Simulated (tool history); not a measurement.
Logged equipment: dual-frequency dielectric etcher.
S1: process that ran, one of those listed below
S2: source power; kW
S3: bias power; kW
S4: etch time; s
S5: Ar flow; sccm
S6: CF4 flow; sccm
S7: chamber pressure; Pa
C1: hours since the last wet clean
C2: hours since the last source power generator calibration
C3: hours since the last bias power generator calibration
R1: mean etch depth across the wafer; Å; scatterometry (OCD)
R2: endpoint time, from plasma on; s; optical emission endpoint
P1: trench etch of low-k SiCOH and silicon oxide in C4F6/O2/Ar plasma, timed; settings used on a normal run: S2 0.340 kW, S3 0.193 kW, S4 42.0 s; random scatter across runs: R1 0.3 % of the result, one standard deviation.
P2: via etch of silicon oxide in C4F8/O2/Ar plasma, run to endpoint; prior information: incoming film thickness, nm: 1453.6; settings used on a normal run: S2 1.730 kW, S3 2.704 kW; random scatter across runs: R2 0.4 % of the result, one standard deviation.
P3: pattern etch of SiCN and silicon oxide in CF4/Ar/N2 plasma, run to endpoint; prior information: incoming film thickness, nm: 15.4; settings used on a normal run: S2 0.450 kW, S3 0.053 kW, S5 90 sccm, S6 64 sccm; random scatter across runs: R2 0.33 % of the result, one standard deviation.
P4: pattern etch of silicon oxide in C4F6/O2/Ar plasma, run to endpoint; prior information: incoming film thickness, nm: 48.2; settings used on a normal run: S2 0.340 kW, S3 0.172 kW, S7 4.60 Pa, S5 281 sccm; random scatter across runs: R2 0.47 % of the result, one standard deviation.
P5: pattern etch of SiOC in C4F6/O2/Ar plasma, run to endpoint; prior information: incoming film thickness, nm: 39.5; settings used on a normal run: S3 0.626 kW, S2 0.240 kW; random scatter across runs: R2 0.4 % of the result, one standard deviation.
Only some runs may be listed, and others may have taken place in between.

| run | hour | S1 | S2 | S3 | S4 | S5 | S6 | S7 | C1 | C2 | C3 | R1 | R2 |
|---|---|---|---|---|---|---|---|---|---|---|---|---|---|
| 1 | 5.2 | P1 | 0.340 | 0.193 | 42.0 |  |  |  | 357.7 | 1377.0 | 1166.3 | 1271.00 |  |
| 2 | 10.6 | P5 | 0.240 | 0.626 |  |  |  |  | 363.1 | 1382.4 | 1171.7 |  | 14.995 |
| 3 | 15.7 | P1 | 0.340 | 0.193 | 42.0 |  |  |  | 368.2 | 1387.5 | 1176.8 | 1275.20 |  |
| 4 | 21.3 | P3 | 0.450 | 0.053 |  | 90 | 64 |  | 373.8 | 1393.1 | 1182.4 |  | 19.746 |
| 5 | 25.3 | P5 | 0.240 | 0.375 |  |  |  |  | 377.8 | 1397.1 | 1186.4 |  | 18.178 |
| 6 | 31.1 | P1 | 0.420 | 0.193 | 42.0 |  |  |  | 383.6 | 1402.9 | 1192.2 | 1376.30 |  |
| 7 | 34.8 | P2 | 1.730 | 3.824 |  |  |  |  | 387.3 | 1406.6 | 1195.9 |  | 244.210 |
| 8 | 40.6 | P1 | 0.460 | 0.120 | 42.0 |  |  |  | 393.1 | 1412.4 | 1201.7 | 1230.10 |  |
|  | 45.9 | source power generator calibrated |
| 9 | 46.0 | P1 | 0.340 | 0.193 | 23.5 |  |  |  | 398.5 | 0.2 | 1207.1 | 707.42 |  |
| 10 | 51.1 | P1 | 0.340 | 0.193 | 42.0 |  |  |  | 403.6 | 5.3 | 1212.2 | 1269.10 |  |
| 11 | 55.8 | P4 | 0.340 | 0.172 |  | 281 |  | 4.60 | 408.3 | 10.0 | 1216.9 |  | 16.677 |
| 12 | 61.3 | P1 | 0.340 | 0.193 | 42.0 |  |  |  | 413.8 | 15.5 | 1222.4 | 1265.90 |  |
| 13 | 66.5 | P2 | 2.410 | 2.704 |  |  |  |  | 419.0 | 20.7 | 1227.6 |  | 239.850 |
| 14 | 69.1 | P2 | 1.730 | 2.704 |  |  |  |  | 421.6 | 23.3 | 1230.2 |  | 276.300 |
| 15 | 71.9 | P4 | 0.340 | 0.231 |  | 281 |  | 4.60 | 424.4 | 26.1 | 1233.0 |  | 15.157 |
| 16 | 77.0 | P1 | 0.340 | 0.155 | 42.0 |  |  |  | 429.5 | 31.2 | 1238.1 | 1180.40 |  |
| 17 | 80.0 | P4 | 0.340 | 0.172 |  | 359 |  | 4.60 | 432.5 | 34.2 | 1241.1 |  | 17.155 |
| 18 | 85.5 | P1 | 0.340 | 0.268 | 42.0 |  |  |  | 438.0 | 39.7 | 1246.6 | 1417.00 |  |
| 19 | 88.6 | P1 | 0.340 | 0.193 | 53.5 |  |  |  | 441.1 | 42.8 | 1249.7 | 1610.00 |  |
| 20 | 92.7 | P4 | 0.340 | 0.172 |  | 281 |  | 5.60 | 445.2 | 46.9 | 1253.8 |  | 17.221 |
| 21 | 98.0 | P1 | 0.340 | 0.193 | 42.0 |  |  |  | 450.5 | 52.2 | 1259.1 | 1267.80 |  |
| 22 | 101.0 | P3 | 0.280 | 0.053 |  | 90 | 64 |  | 453.5 | 55.2 | 1262.1 |  | 29.919 |
| 23 | 103.7 | P5 | 0.330 | 0.626 |  |  |  |  | 456.2 | 57.9 | 1264.8 |  | 13.402 |
| 24 | 106.2 | P1 | 0.260 | 0.193 | 42.0 |  |  |  | 458.7 | 60.4 | 1267.3 | 1137.20 |  |
| 25 | 111.7 | P3 | 0.450 | 0.071 |  | 90 | 64 |  | 464.2 | 65.9 | 1272.8 |  | 17.900 |
| 26 | 117.5 | P4 | 0.220 | 0.172 |  | 281 |  | 4.60 | 470.0 | 71.7 | 1278.6 |  | 19.748 |
| 27 | 121.2 | P1 | 0.340 | 0.193 | 42.0 |  |  |  | 473.7 | 75.4 | 1282.3 | 1265.20 |  |
| 28 | 126.4 | P2 | 1.730 | 2.704 |  |  |  |  | 478.9 | 80.6 | 1287.5 |  | 274.980 |
| 29 | 130.5 | P3 | 0.450 | 0.053 |  | 90 | 87 |  | 483.0 | 84.7 | 1291.6 |  | 18.694 |
| 30 | 133.4 | P3 | 0.450 | 0.053 |  | 73 | 64 |  | 485.9 | 87.6 | 1294.5 |  | 18.991 |
| 31 | 138.8 | P1 | 0.280 | 0.117 | 42.0 |  |  |  | 491.3 | 93.0 | 1299.9 | 1006.90 |  |
| 32 | 144.1 | P1 | 0.340 | 0.225 | 61.0 |  |  |  | 496.6 | 98.3 | 1305.2 | 1936.90 |  |
| 33 | 149.1 | P1 | 0.340 | 0.193 | 42.0 |  |  |  | 501.6 | 103.3 | 1310.2 | 1267.50 |  |
| 34 | 153.7 | P1 | 0.340 | 0.193 | 42.0 |  |  |  | 506.2 | 107.9 | 1314.8 | 1251.90 |  |
| 35 | 156.7 | P1 | 0.340 | 0.193 | 42.0 |  |  |  | 509.2 | 110.9 | 1317.8 | 1256.90 |  |
| 36 | 162.3 | P1 | 0.340 | 0.193 | 42.0 |  |  |  | 514.8 | 116.5 | 1323.4 | 1254.40 |  |
|  | 162.8 | wet clean of the chamber |
| 37 | 165.3 | P1 | 0.340 | 0.193 | 42.0 |  |  |  | 2.6 | 119.5 | 1326.4 | 1253.40 |  |
| 38 | 169.7 | P1 | 0.340 | 0.193 | 42.0 |  |  |  | 7.0 | 123.9 | 1330.8 | 1255.40 |  |
| 39 | 175.1 | P1 | 0.340 | 0.193 | 42.0 |  |  |  | 12.4 | 129.3 | 1336.2 | 1256.00 |  |
| 40 | 178.5 | P1 | 0.340 | 0.193 | 42.0 |  |  |  | 15.8 | 132.7 | 1339.6 | 1250.30 |  |

Run 41 has not been measured yet. What should we expect?
| 41 | 182.4 | P1 | 0.340 | 0.193 | 42.0 |  |  |  | 19.7 | 136.6 | 1343.5 | ? |  |

R1: 1249.30 Å
